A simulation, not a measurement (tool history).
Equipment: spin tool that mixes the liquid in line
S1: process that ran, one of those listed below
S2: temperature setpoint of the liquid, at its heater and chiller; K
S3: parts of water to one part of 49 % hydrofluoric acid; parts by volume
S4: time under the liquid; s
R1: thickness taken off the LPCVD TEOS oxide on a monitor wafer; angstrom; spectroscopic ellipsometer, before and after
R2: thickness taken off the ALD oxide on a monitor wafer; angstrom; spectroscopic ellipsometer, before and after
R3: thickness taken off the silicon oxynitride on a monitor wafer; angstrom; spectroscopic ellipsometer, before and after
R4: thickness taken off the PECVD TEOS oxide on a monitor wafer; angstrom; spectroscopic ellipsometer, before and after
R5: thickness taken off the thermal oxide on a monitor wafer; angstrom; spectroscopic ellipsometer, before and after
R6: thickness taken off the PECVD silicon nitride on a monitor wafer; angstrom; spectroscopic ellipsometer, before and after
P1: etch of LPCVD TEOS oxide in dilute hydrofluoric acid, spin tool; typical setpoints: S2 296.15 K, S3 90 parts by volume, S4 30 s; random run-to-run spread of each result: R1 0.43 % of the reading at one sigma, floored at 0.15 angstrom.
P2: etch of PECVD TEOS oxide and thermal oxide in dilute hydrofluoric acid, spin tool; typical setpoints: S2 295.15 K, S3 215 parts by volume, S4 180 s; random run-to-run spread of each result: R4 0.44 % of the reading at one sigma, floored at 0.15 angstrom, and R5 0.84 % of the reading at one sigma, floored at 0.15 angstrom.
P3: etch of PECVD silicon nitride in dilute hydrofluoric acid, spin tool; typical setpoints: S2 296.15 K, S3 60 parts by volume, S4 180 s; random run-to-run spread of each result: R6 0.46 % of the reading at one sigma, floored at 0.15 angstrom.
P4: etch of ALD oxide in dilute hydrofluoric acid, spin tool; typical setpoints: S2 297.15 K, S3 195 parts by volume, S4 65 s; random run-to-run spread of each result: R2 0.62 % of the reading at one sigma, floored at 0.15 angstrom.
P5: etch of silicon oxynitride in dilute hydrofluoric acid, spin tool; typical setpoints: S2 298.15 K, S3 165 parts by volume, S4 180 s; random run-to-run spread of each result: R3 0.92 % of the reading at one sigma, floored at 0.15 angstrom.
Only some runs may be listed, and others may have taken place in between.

run	hour	S1	S2	S3	S4	R1	R2	R3	R4	R5	R6
1	3	P1	296.15	90	30	101.26					
2	8.8	P4	297.15	195	65		48.587				
3	14.7	P5	298.15	165	180			23.893			
4	18.4	P1	296.15	30	30	327.52					
5	22.4	P1	291.65	90	30	83.884					
6	25.2	P1	296.15	160	30	52.589					
7	28.8	P1	296.15	90	15	51.186					
8	34.4	P2	295.15	215	180				88.55	32.462	
9	37.9	P1	296.15	35	55	510.97					
10	42.1	P1	296.15	90	30	101.33					
11	46.1	P4	297.15	320	65		25.856				
12	50.7	P5	298.15	165	180			24.187			
13	56.4	P4	301.65	195	65		57.824				
14	60.2	P5	298.15	265	180			13.785			
15	64.5	P3	296.15	60	70						43.705
16	69	P4	297.15	195	65		48.312				
17	72.4	P1	296.15	90	30	101.81					
18	76.1	P2	295.15	215	180				88.508	32.851	
19	80.9	P1	296.15	90	30	100.59					
20	87.1	P1	296.15	90	30	101.97					
21	91.8	P1	300.15	90	30	120.2					
22	97.4	P3	290.15	60	180						74.166
23	103.2	P3	296.15	20	180						321.84
# hour 105.2: thermometer replaced
24	107.3	P5	298.15	165	65			8.7449			
25	110.4	P1	296.15	90	30	101.99					
26	114.7	P4	297.15	195	15		10.927				
27	117.8	P2	295.15	85	180				259.16	95.089	
28	122	P3	296.15	60	180						111.02
29	126	P3	296.15	60	180						111.06
30	129	P1	296.15	90	55	185.92					
31	133.6	P5	306.15	165	180			33.874			
32	137.6	P2	300.65	215	180				108.07	39.774	
33	141	P2	295.15	215	100				49.89	18.204	
34	144.6	P1	296.15	90	30	101.67					
35	150.2	P1	296.15	90	30	98.623					
36	154.1	P1	296.15	90	30	96.997					
37	158	P1	296.15	90	30	95.727					
38	163.7	P1	296.15	90	30	95.381					
39	167.9	P1	296.15	90	30	95.886					
40	171.5	P1	296.15	90	30	95.498					
41	176.3	P1	296.15	90	30	95.228					
42	179.4	P1	296.15	90	30	95.537					

Compared with where it was, what P1 gives has crept away. Each cause listed below fits the log as well as the rest, at the size given for it:
A: liquid colder than its thermometer reads (K) = 1.61
B: hydrofluoric acid flow below the setpoint (%) = 5.7
The creep began at about hour 144.6.

Question marks stand in for the results of the 4 check runs listed below, each run on one wafer. Under which run would the listed causes show clearly different results?
check 1	182.5	P3	296.15	60	180						?
check 2	182.5	P5	298.15	165	180			?			
check 3	182.5	P4	297.15	195	65		?				
check 4	182.5	P2	295.15	215	180				?	?	

Expected result of each check under each candidate cause:
check	result	if A	if B
check 1	R6	99.596	104.91
check 2	R3	22.164	22.307
check 3	R2	45.732	45.226
check 4	R4	83.875	82.961
check 4	R5	30.875	30.539
Smallest distance between any two causes, each pair judged by its most separating result, in per cent: check 1 5.2 %; check 2 0.64 %; check 3 1.11 %; check 4 1.09 %
The other checks would show nearly matching results whichever cause is true, so check 1 is the only one that separates the causes.

Check 1 has now been run. It gave: R6 105.65 angstrom. Which of the candidate causes is it?

It is B: hydrofluoric acid flow below the setpoint (%).
